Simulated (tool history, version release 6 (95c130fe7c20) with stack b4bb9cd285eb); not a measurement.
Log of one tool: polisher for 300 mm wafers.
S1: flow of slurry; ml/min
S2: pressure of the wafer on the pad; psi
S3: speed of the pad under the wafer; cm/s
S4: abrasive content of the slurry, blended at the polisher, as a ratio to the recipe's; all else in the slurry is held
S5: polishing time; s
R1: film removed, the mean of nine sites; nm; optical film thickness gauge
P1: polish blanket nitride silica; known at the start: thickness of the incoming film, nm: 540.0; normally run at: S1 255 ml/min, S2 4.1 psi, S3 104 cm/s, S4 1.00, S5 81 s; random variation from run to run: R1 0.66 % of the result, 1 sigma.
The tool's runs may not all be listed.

run	day	S1	S2	S3	S4	S5	R1
1	0.162	255	4.1	104	1.00	81	51.823
# day 0.267: slurry nozzle cleaned
2	0.329	255	4.1	104	1.00	81	51.916
3	0.442	185	4.1	104	1.00	81	49.569
4	0.517	255	4.1	104	0.50	81	35.574
5	0.625	255	4.1	104	0.65	118	61.016
6	0.767	255	4.1	104	1.00	38	24.217
7	0.912	255	4.1	104	1.00	81	51.736
8	1.012	255	4.1	104	1.00	81	52.328
9	1.092	255	4.1	152	1.00	81	70.659
10	1.254	255	6.2	104	1.00	81	77.889
11	1.429	255	4.1	104	1.00	126	81.037
12	1.546	255	4.1	74	1.00	81	39.201
# day 1.646: head pressure recalibrated
13	1.708	365	4.1	104	1.00	81	54.360
14	1.850	255	1.8	104	1.00	81	22.637
15	1.938	255	4.1	104	1.50	81	61.043
16	2.079	255	4.1	104	1.00	81	51.863
17	2.258	255	4.1	104	1.00	81	48.985
18	2.375	255	4.1	104	1.00	81	47.878
19	2.525	255	4.1	104	1.00	81	47.072
# day 2.592: head pressure recalibrated
# day 2.621: conditioning disc replaced and pad reconditioned
20	2.658	255	4.1	104	1.00	81	46.472
21	2.804	255	4.1	104	1.00	81	46.611
# day 2.821: slurry nozzle cleaned
22	2.896	255	4.1	104	1.00	81	45.898
23	3.042	255	4.1	104	1.00	81	45.315
24	3.142	255	4.1	104	1.00	81	45.674
25	3.312	255	4.1	104	1.00	81	45.720
26	3.404	255	4.1	104	1.00	81	44.964
27	3.525	255	4.1	104	1.00	81	44.809

What P1 gives has crept away from where it was. These 2 causes fit the log equally well, each at the size given:
A: removal rate lost through wear of the pad, % = 12.4
B: abrasive missing from the slurry, % = 23.8
The creep began at about day 2.079.
Why every other cause is out:
slurry flow missing at the pad, %: serviced at day 2.821, which brought nothing back
head's pressure below its setpoint, %: serviced at day 2.592, which brought nothing back
time polished since the conditioner stopped cutting, s: serviced at day 2.621, which brought nothing back

4 check runs are offered, each on 5 wafers whose results are averaged, their results left as question marks. Which one tells the causes apart?
check 1	3.646	255	4.1	104	1.45	52	?
check 2	3.646	255	6.2	104	1.00	123	?
check 3	3.646	255	1.9	104	1.00	41	?
check 4	3.646	255	6.2	142	1.00	81	?

What each check would give under each cause:
check	result	if A	if B
check 1	R1	33.935	34.775
check 2	R1	104.260	104.220
check 3	R1	10.650	10.646
check 4	R1	88.086	88.054
How far apart the two closest causes lie, in the result that separates them most: check 1 2.44 %; check 2 0.04 %; check 3 0.04 %; check 4 0.04 %
Only check 1 tells the causes apart: in the others they would give nearly the same result.

Check 1 was then run and gave: R1 33.885 nm. Which cause is it?

It is A: removal rate lost through wear of the pad, %.
